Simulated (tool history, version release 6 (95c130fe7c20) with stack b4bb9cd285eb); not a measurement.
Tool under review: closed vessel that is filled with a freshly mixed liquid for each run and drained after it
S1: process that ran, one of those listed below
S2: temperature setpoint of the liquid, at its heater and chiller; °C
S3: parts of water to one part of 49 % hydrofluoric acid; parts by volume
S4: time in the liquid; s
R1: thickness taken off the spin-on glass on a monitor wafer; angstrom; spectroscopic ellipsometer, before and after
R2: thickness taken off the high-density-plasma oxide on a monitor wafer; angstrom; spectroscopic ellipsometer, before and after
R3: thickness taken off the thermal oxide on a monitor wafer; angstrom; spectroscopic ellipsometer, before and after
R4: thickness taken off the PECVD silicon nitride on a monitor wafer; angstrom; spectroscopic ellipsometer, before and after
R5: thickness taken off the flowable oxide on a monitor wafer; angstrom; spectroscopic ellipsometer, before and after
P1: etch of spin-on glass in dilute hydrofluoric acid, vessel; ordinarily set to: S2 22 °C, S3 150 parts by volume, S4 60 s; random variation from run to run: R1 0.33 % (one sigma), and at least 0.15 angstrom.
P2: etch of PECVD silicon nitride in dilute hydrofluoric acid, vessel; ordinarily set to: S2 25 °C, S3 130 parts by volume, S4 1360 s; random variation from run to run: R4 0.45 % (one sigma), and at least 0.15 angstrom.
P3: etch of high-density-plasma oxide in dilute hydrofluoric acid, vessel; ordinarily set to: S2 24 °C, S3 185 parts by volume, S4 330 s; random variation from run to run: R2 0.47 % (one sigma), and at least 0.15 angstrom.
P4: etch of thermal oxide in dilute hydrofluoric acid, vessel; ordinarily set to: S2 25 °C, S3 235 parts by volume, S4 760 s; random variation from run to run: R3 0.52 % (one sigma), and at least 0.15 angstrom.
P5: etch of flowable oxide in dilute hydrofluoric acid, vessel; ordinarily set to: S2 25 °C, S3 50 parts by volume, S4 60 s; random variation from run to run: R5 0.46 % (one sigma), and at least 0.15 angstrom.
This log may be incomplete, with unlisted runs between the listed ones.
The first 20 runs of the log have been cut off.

{"run": 21, "hour": 287.4, "S1": "P1", "S2": 22, "S3": 150, "S4": 60, "R1": 196.81}
{"run": 22, "hour": 295.4, "S1": "P1", "S2": 22, "S3": 150, "S4": 60, "R1": 196.94}
{"run": 23, "hour": 306.7, "S1": "P1", "S2": 22, "S3": 240, "S4": 60, "R1": 112.64}
{"run": 24, "hour": 323.6, "S1": "P1", "S2": 27.5, "S3": 150, "S4": 60, "R1": 243.31}
{"run": 25, "hour": 334.7, "S1": "P1", "S2": 22, "S3": 150, "S4": 30, "R1": 98.79}
{"run": 26, "hour": 351.9, "S1": "P5", "S2": 19, "S3": 50, "S4": 60, "R5": 444.35}
{"run": 27, "hour": 369.1, "S1": "P1", "S2": 22, "S3": 150, "S4": 60, "R1": 196.82}
{"run": 28, "hour": 379.8, "S1": "P4", "S2": 25, "S3": 235, "S4": 30, "R3": 5.3725}

For run 29, what comes out?
{"run": 29, "hour": 388.5, "S1": "P3", "S2": 24, "S3": 275, "S4": 330, "R2": "?"}

{"run 29": {"R2": 51.572}}

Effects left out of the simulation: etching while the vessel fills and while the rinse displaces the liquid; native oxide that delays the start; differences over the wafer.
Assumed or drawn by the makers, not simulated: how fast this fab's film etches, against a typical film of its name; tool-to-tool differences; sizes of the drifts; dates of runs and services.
